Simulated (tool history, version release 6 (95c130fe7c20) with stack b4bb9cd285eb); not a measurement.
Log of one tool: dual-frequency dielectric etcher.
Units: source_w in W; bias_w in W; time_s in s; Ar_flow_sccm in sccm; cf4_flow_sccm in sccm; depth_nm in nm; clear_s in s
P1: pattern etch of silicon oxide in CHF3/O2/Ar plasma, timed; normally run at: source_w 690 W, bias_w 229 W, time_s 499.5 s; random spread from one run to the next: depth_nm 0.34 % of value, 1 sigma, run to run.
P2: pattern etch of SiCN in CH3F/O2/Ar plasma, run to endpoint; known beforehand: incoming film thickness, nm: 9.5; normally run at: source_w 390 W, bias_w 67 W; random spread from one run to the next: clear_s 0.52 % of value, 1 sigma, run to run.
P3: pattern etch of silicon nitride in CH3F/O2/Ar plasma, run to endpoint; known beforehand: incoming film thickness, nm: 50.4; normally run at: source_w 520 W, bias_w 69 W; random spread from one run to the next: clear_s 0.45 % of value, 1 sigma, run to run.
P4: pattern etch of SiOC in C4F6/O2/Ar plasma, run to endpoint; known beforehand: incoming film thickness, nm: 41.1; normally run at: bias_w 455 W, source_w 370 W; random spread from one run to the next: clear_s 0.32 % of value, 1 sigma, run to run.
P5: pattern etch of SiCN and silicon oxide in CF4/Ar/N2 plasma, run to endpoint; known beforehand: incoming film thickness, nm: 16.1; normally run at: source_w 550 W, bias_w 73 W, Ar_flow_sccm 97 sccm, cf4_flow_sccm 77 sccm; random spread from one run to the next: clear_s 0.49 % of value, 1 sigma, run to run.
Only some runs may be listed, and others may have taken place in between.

run,hour,process,source_w,bias_w,time_s,Ar_flow_sccm,cf4_flow_sccm,hours since the last wet clean,hours since the last source power generator calibration,hours since the last bias power generator calibration,depth_nm,clear_s
1,11.9,P1,690,229,499.5,,,172.4,587.1,686.5,1152.60,
2,21.9,P2,390,95,,,,182.4,597.1,696.5,,23.326
3,30.0,P4,370,455,,,,190.5,605.2,704.6,,14.472
4,41.3,P1,690,161,499.5,,,201.8,616.5,715.9,1019.50,
5,49.8,P1,690,229,322.5,,,210.3,625.0,724.4,742.15,
6,55.8,P5,550,73,,74,77,216.3,631.0,730.4,,14.265
7,64.0,P5,550,73,,97,103,224.5,639.2,738.6,,14.358
8,69.9,P1,690,282,499.5,,,230.4,645.1,744.5,1235.10,
9,82.3,P3,520,69,,,,242.8,657.5,756.9,,66.465
10,88.9,P1,690,229,499.5,,,249.4,664.1,763.5,1143.10,
11,97.6,P1,970,229,499.5,,,258.1,672.8,772.2,1310.20,
12,104.9,P1,690,156,739.5,,,265.4,680.1,779.5,1494.00,
13,115.3,P5,550,73,,97,77,275.8,690.5,789.9,,14.870
14,124.8,P1,690,229,499.5,,,285.3,700.0,799.4,1145.80,
15,131.7,P5,730,73,,97,77,292.2,706.9,806.3,,11.542
16,141.0,P2,460,67,,,,301.5,716.2,815.6,,24.728
17,147.6,P5,550,87,,97,77,308.1,722.8,822.2,,13.996
18,159.8,P1,690,229,499.5,,,320.3,735.0,834.4,1149.40,
19,168.5,P2,390,67,,,,329.0,743.7,843.1,,26.441
20,175.0,P4,370,570,,,,335.5,750.2,849.6,,13.338
21,185.8,P4,500,455,,,,346.3,761.0,860.4,,12.968
22,191.9,P1,690,229,499.5,,,352.4,767.1,866.5,1152.50,
23,200.3,P1,690,229,499.5,,,360.8,775.5,874.9,1144.90,
24,209.1,P1,520,229,499.5,,,369.6,784.3,883.7,1036.10,
25,218.9,P4,370,455,,,,379.4,794.1,893.5,,14.502
26,227.0,P1,690,229,630.5,,,387.5,802.2,901.6,1453.10,
27,236.8,P1,690,229,499.5,,,397.3,812.0,911.4,1150.50,
28,247.3,P3,710,69,,,,407.8,822.5,921.9,,57.914
29,259.8,P3,520,90,,,,420.3,835.0,934.4,,59.831
30,271.2,P1,950,274,499.5,,,431.7,846.4,945.8,1377.80,
31,277.3,P1,690,229,499.5,,,437.8,852.5,951.9,1154.80,
32,286.1,P1,690,229,499.5,,,446.6,861.3,960.7,1143.20,
33,297.5,P1,690,229,499.5,,,458.0,872.7,972.1,1131.90,
34,303.2,P1,690,229,499.5,,,463.7,878.4,977.8,1126.60,
35,315.4,P1,690,229,499.5,,,475.9,890.6,990.0,1133.70,
# hour 321.1: wet clean of the chamber
36,321.8,P1,690,229,499.5,,,0.7,897.0,996.4,1124.20,
37,330.5,P1,690,229,499.5,,,9.4,905.7,1005.1,1122.30,
38,336.7,P1,690,229,499.5,,,15.6,911.9,1011.3,1127.40,
39,345.0,P1,690,229,499.5,,,23.9,920.2,1019.6,1123.90,
40,351.3,P1,690,229,499.5,,,30.2,926.5,1025.9,1121.10,
41,363.9,P1,690,229,499.5,,,42.8,939.1,1038.5,1127.40,

Something has made what P1 gives creep away from where it was; the 2 causes below, each at its own stated size, fit the log equally well:
A: source power that arrives under what is set, % = 4.44
B: bias power that arrives under what is set, % = 4.83
Onset of the creep was near hour 277.3.
The rest of the possible causes, and what rules out each one:
chamber walls in a state that lowers the etch rate, %: its service at hour 321.1 followed the start of the drift and did not put the process back to its old value

You are offered 4 check runs, listed below with question marks in place of their results; each one averages 2 wafers. Which run separates the listed causes by giving clearly different results for each?
check 1,376.5,P5,550,73,,97,94,,,,,?
check 2,376.5,P3,700,69,,,,,,,,?
check 3,376.5,P4,500,455,,,,,,,,?
check 4,376.5,P2,390,88,,,,,,,,?

Expected result of each check under each candidate cause:
check,result,if A,if B
check 1,clear_s,14.956,14.591
check 2,clear_s,59.634,59.540
check 3,clear_s,13.184,13.198
check 4,clear_s,24.443,24.476
Smallest distance between any two causes, each pair judged by its most separating result, in per cent: check 1 2.47 %; check 2 0.16 %; check 3 0.11 %; check 4 0.13 %
Check 1 is the one run that separates the causes; every other check would come out nearly the same whichever cause is at work.

The results of check 1 are: clear_s 14.946 s. Based on these, which of the listed causes is it?

The cause is A: source power that arrives under what is set, %.
